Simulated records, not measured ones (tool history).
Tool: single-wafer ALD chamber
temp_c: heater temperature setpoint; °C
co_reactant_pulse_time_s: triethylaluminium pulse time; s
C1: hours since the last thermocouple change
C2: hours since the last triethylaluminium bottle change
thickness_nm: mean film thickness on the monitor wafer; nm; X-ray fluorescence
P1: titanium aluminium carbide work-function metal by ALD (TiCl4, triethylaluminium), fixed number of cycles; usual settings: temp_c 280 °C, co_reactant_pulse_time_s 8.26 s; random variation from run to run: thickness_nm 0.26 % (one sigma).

Run 1, day 0.138: temp_c 280 °C, co_reactant_pulse_time_s 8.26 s; C1 989; C2 861.1. Result: thickness_nm 1.8068 nm.
Run 2, day 0.288: temp_c 300 °C, co_reactant_pulse_time_s 8.26 s; C1 992.6; C2 864.7. Result: thickness_nm 1.9814 nm.
Run 3, day 0.45: temp_c 280 °C, co_reactant_pulse_time_s 8.26 s; C1 996.5; C2 868.6. Result: thickness_nm 1.8148 nm.
Run 4, day 0.596: temp_c 280 °C, co_reactant_pulse_time_s 12.43 s; C1 1000; C2 872.1. Result: thickness_nm 1.8955 nm.
Run 5, day 0.696: temp_c 280 °C, co_reactant_pulse_time_s 2.84 s; C1 1002.4; C2 874.5. Result: thickness_nm 1.2021 nm.
Run 6, day 0.85: temp_c 280 °C, co_reactant_pulse_time_s 8.26 s; C1 1006.1; C2 878.2. Result: thickness_nm 1.8099 nm.
Run 7, day 1.038: temp_c 296 °C, co_reactant_pulse_time_s 3.35 s; C1 1010.6; C2 882.7. Result: thickness_nm 1.4158 nm.
Run 8, day 1.171: temp_c 258 °C, co_reactant_pulse_time_s 8.26 s; C1 1013.8; C2 885.9. Result: thickness_nm 1.6311 nm.
Run 9, day 1.262: temp_c 294 °C, co_reactant_pulse_time_s 12.48 s; C1 1016; C2 888.1. Result: thickness_nm 2.0283 nm.
Run 10, day 1.379: temp_c 280 °C, co_reactant_pulse_time_s 8.26 s; C1 1018.8; C2 890.9. Result: thickness_nm 1.8074 nm.
Run 11, day 1.5: temp_c 280 °C, co_reactant_pulse_time_s 8.26 s; C1 1021.7; C2 893.8. Result: thickness_nm 1.8061 nm.
Run 12, day 1.592: temp_c 280 °C, co_reactant_pulse_time_s 8.26 s; C1 1023.9; C2 896. Result: thickness_nm 1.8085 nm.
Run 13, day 1.796: temp_c 280 °C, co_reactant_pulse_time_s 8.26 s; C1 1028.8; C2 900.9. Result: thickness_nm 1.7903 nm.
Run 14, day 1.9: temp_c 280 °C, co_reactant_pulse_time_s 8.26 s; C1 1031.3; C2 903.4. Result: thickness_nm 1.7902 nm.
Run 15, day 2.042: temp_c 280 °C, co_reactant_pulse_time_s 8.26 s; C1 1034.7; C2 906.8. Result: thickness_nm 1.7878 nm.
Run 16, day 2.204: temp_c 280 °C, co_reactant_pulse_time_s 8.26 s; C1 1038.6; C2 910.7. Result: thickness_nm 1.7856 nm.
Run 17, day 2.329: temp_c 280 °C, co_reactant_pulse_time_s 8.26 s; C1 1041.6; C2 913.7. Result: thickness_nm 1.7882 nm.
Run 18, day 2.45: temp_c 280 °C, co_reactant_pulse_time_s 8.26 s; C1 1044.5; C2 916.6. Result: thickness_nm 1.7826 nm.
Run 19, day 2.654: temp_c 280 °C, co_reactant_pulse_time_s 8.26 s; C1 1049.4; C2 921.5. Result: thickness_nm 1.7908 nm.
Run 20, day 2.846: temp_c 280 °C, co_reactant_pulse_time_s 8.26 s; C1 1054; C2 926.1. Result: thickness_nm 1.7777 nm.
Run 21, day 3: temp_c 280 °C, co_reactant_pulse_time_s 8.26 s; C1 1057.7; C2 929.8. Result: thickness_nm 1.7816 nm.

What P1 gives has crept away from where it was. These 2 causes fit the log equally well, each at the size given:
A: wafer temperature below the value expected at the setpoint (K) = 3.99
B: triethylaluminium dose below that of a fresh bottle (%) = 9.27
The creep began at about day 1.5.

4 check runs are offered, one wafer each, their results left as question marks. Which one tells the causes apart?
Run check 1, day 3.154: temp_c 298 °C, co_reactant_pulse_time_s 8.26 s. Result: thickness_nm ?.
Run check 2, day 3.154: temp_c 293 °C, co_reactant_pulse_time_s 3.06 s. Result: thickness_nm ?.
Run check 3, day 3.154: temp_c 265 °C, co_reactant_pulse_time_s 8.26 s. Result: thickness_nm ?.
Run check 4, day 3.154: temp_c 270 °C, co_reactant_pulse_time_s 8.26 s. Result: thickness_nm ?.

What each check would give under each cause:
  check        result    if A    if B
check 1  thickness_nm  1.9307  1.9284
check 2  thickness_nm  1.3064   1.257
check 3  thickness_nm  1.6527  1.6544
check 4  thickness_nm  1.6942  1.6953
How far apart the two closest causes lie, in the result that separates them most: check 1 0.12 %; check 2 3.85 %; check 3 0.1 %; check 4 0.07 %
Only check 2 tells the causes apart: in the others they would give nearly the same result.

Check 2 was then run and gave: thickness_nm 1.2582 nm. Which cause is it?

It is B: triethylaluminium dose below that of a fresh bottle (%).

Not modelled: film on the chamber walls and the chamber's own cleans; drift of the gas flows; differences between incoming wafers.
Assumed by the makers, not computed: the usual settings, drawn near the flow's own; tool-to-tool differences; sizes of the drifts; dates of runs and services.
